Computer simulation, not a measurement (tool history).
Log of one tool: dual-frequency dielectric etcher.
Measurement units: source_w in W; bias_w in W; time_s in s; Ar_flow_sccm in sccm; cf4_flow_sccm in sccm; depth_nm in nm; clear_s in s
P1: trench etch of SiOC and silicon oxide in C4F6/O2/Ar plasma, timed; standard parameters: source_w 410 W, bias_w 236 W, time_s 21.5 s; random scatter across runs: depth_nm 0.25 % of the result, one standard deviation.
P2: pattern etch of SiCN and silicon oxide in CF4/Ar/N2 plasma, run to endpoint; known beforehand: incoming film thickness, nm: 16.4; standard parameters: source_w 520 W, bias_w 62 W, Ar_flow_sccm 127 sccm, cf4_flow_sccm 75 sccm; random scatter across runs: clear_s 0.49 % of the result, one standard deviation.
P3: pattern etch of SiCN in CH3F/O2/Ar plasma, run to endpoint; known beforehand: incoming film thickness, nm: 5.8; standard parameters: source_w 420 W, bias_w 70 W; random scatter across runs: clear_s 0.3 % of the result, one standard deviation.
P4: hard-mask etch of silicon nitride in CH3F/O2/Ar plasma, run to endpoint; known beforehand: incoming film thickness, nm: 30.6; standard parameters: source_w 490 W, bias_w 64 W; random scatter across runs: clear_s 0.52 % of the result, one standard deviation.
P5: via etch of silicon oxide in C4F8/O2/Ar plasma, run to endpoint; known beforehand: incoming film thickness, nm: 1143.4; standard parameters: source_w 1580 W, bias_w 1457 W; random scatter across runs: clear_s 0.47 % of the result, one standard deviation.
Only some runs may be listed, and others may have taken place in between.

run	hour	process	source_w	bias_w	time_s	Ar_flow_sccm	cf4_flow_sccm	depth_nm	clear_s
1	11.8	P1	410	236	21.5			45.767	
2	19.3	P2	520	38		127	75		21.139
3	35.8	P2	520	62		127	75		18.232
4	48.2	P1	300	236	21.5			40.505	
5	63.4	P1	560	236	21.5			51.350	
6	75.7	P4	490	64					43.411
7	84.2	P1	410	236	21.5			45.809	
8	94.8	P5	1580	1740					263.340
9	110.0	P1	410	236	21.5			45.638	
10	122.7	P1	410	236	21.5			45.660	
11	137.4	P3	420	46					17.604
12	154.0	P1	410	192	21.5			42.522	
13	169.2	P1	410	236	21.5			45.798	
14	181.9	P1	410	236	30.5			64.978	
15	197.7	P1	410	160	31.5			58.677	
16	214.7	P2	710	62		127	75		13.794
17	230.9	P4	490	51					46.428
18	243.9	P3	420	70					15.365
19	254.3	P4	690	64					38.025
20	268.6	P4	490	64					43.908
21	277.0	P1	410	236	21.5			45.508	
22	288.7	P5	910	1457					344.950
23	300.8	P1	570	236	12.5			29.948	
24	313.4	P1	410	236	13.0			27.605	
25	326.4	P3	500	70					14.434
26	336.7	P2	520	62		127	75		18.313
27	345.2	P2	520	62		127	57		18.990
28	354.3	P2	520	62		84	75		16.985

Predict the results of run 29:
29	366.1	P1	410	236	21.5			?	

Run 29 came out at depth_nm 45.679 nm.

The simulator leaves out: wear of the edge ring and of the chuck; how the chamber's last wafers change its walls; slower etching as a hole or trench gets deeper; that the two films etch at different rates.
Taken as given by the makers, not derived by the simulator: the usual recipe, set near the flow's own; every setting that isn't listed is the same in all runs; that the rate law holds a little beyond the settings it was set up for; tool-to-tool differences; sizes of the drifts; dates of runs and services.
